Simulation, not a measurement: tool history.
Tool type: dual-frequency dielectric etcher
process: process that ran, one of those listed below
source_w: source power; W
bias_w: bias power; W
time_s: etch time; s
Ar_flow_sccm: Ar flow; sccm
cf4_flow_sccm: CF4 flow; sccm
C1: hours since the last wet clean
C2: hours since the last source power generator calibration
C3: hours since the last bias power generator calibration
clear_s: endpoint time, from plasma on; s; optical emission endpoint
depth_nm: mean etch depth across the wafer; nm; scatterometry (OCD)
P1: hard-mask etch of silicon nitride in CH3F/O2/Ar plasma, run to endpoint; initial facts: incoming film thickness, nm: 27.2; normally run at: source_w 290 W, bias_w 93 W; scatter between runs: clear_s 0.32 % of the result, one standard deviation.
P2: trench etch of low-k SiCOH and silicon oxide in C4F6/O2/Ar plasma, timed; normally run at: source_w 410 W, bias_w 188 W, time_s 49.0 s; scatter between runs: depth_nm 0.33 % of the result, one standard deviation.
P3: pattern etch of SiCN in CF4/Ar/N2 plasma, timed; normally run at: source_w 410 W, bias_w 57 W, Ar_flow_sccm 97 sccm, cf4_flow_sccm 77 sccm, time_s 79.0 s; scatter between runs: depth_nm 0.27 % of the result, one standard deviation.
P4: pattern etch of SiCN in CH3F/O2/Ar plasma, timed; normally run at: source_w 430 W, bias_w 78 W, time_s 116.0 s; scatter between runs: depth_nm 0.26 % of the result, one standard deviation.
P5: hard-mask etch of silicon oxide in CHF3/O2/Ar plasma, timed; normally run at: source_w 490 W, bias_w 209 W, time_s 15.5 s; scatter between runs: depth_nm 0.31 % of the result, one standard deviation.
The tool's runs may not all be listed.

{"run": 1, "hour": 15.7, "process": "P1", "source_w": 290, "bias_w": 93, "C1": 330.9, "C2": 3059.8, "C3": 473.5, "clear_s": 40.611}
{"run": 2, "hour": 27.8, "process": "P2", "source_w": 410, "bias_w": 124, "time_s": 49.0, "C1": 343.0, "C2": 3071.9, "C3": 485.6, "depth_nm": 143.2}
{"run": 3, "hour": 46.3, "process": "P3", "source_w": 410, "bias_w": 57, "time_s": 79.0, "Ar_flow_sccm": 97, "cf4_flow_sccm": 49, "C1": 361.5, "C2": 3090.4, "C3": 504.1, "depth_nm": 54.872}
{"run": 4, "hour": 58.5, "process": "P1", "source_w": 290, "bias_w": 60, "C1": 373.7, "C2": 3102.6, "C3": 516.3, "clear_s": 47.455}
{"run": 5, "hour": 67.4, "process": "P3", "source_w": 410, "bias_w": 78, "time_s": 79.0, "Ar_flow_sccm": 97, "cf4_flow_sccm": 77, "C1": 382.6, "C2": 3111.5, "C3": 525.2, "depth_nm": 65.693}
{"run": 6, "hour": 77.3, "process": "P1", "source_w": 390, "bias_w": 127, "C1": 392.5, "C2": 3121.4, "C3": 535.1, "clear_s": 32.329}
{"run": 7, "hour": 90.5, "process": "P4", "source_w": 430, "bias_w": 78, "time_s": 164.5, "C1": 405.7, "C2": 3134.6, "C3": 548.3, "depth_nm": 65.848}
{"run": 8, "hour": 108.1, "process": "P2", "source_w": 410, "bias_w": 188, "time_s": 49.0, "C1": 423.3, "C2": 3152.2, "C3": 565.9, "depth_nm": 162.9}
{"run": 9, "hour": 118.4, "process": "P1", "source_w": 390, "bias_w": 93, "C1": 433.6, "C2": 3162.5, "C3": 576.2, "clear_s": 36.369}
{"run": 10, "hour": 135.4, "process": "P1", "source_w": 290, "bias_w": 129, "C1": 450.6, "C2": 3179.5, "C3": 593.2, "clear_s": 35.979}
{"run": 11, "hour": 145.3, "process": "P4", "source_w": 430, "bias_w": 59, "time_s": 116.0, "C1": 460.5, "C2": 3189.4, "C3": 603.1, "depth_nm": 42.033}
{"run": 12, "hour": 153.4, "process": "P4", "source_w": 300, "bias_w": 78, "time_s": 116.0, "C1": 468.6, "C2": 3197.5, "C3": 611.2, "depth_nm": 40.528}
{"run": 13, "hour": 165.3, "process": "P1", "source_w": 290, "bias_w": 93, "C1": 480.5, "C2": 3209.4, "C3": 623.1, "clear_s": 40.889}
{"run": 14, "hour": 177.3, "process": "P1", "source_w": 290, "bias_w": 93, "C1": 492.5, "C2": 3221.4, "C3": 635.1, "clear_s": 40.83}
{"run": 15, "hour": 187.5, "process": "P5", "source_w": 360, "bias_w": 209, "time_s": 15.5, "C1": 502.7, "C2": 3231.6, "C3": 645.3, "depth_nm": 27.414}
{"run": 16, "hour": 204.4, "process": "P3", "source_w": 410, "bias_w": 57, "time_s": 79.0, "Ar_flow_sccm": 97, "cf4_flow_sccm": 77, "C1": 519.6, "C2": 3248.5, "C3": 662.2, "depth_nm": 58.888}
{"run": 17, "hour": 221.0, "process": "P1", "source_w": 220, "bias_w": 93, "C1": 536.2, "C2": 3265.1, "C3": 678.8, "clear_s": 45.281}
{"run": 18, "hour": 235.8, "process": "P4", "source_w": 430, "bias_w": 78, "time_s": 116.0, "C1": 551.0, "C2": 3279.9, "C3": 693.6, "depth_nm": 46.326}
{"run": 19, "hour": 249.5, "process": "P1", "source_w": 290, "bias_w": 93, "C1": 564.7, "C2": 3293.6, "C3": 707.3, "clear_s": 40.734}
{"run": 20, "hour": 267.9, "process": "P5", "source_w": 490, "bias_w": 280, "time_s": 15.5, "C1": 583.1, "C2": 3312.0, "C3": 725.7, "depth_nm": 34.052}
{"run": 21, "hour": 285.5, "process": "P3", "source_w": 410, "bias_w": 57, "time_s": 110.0, "Ar_flow_sccm": 97, "cf4_flow_sccm": 77, "C1": 600.7, "C2": 3329.6, "C3": 743.3, "depth_nm": 81.615}
{"run": 22, "hour": 298.7, "process": "P1", "source_w": 240, "bias_w": 128, "C1": 613.9, "C2": 3342.8, "C3": 756.5, "clear_s": 38.565}
{"run": 23, "hour": 314.9, "process": "P5", "source_w": 490, "bias_w": 209, "time_s": 15.5, "C1": 630.1, "C2": 3359.0, "C3": 772.7, "depth_nm": 30.845}
{"run": 24, "hour": 329.0, "process": "P2", "source_w": 410, "bias_w": 188, "time_s": 60.5, "C1": 644.2, "C2": 3373.1, "C3": 786.8, "depth_nm": 202.24}
{"run": 25, "hour": 339.6, "process": "P3", "source_w": 250, "bias_w": 57, "time_s": 79.0, "Ar_flow_sccm": 97, "cf4_flow_sccm": 77, "C1": 654.8, "C2": 3383.7, "C3": 797.4, "depth_nm": 38.186}
{"run": 26, "hour": 351.8, "process": "P3", "source_w": 410, "bias_w": 57, "time_s": 79.0, "Ar_flow_sccm": 57, "cf4_flow_sccm": 77, "C1": 667.0, "C2": 3395.9, "C3": 809.6, "depth_nm": 63.592}
{"run": 27, "hour": 370.6, "process": "P2", "source_w": 540, "bias_w": 188, "time_s": 49.0, "C1": 685.8, "C2": 3414.7, "C3": 828.4, "depth_nm": 182.21}

Run 28 is up next; what results do you expect?
{"run": 28, "hour": 386.1, "process": "P5", "source_w": 490, "bias_w": 209, "time_s": 9.0, "C1": 701.3, "C2": 3430.2, "C3": 843.9, "depth_nm": "?"}

depth_nm: 17.725 nm
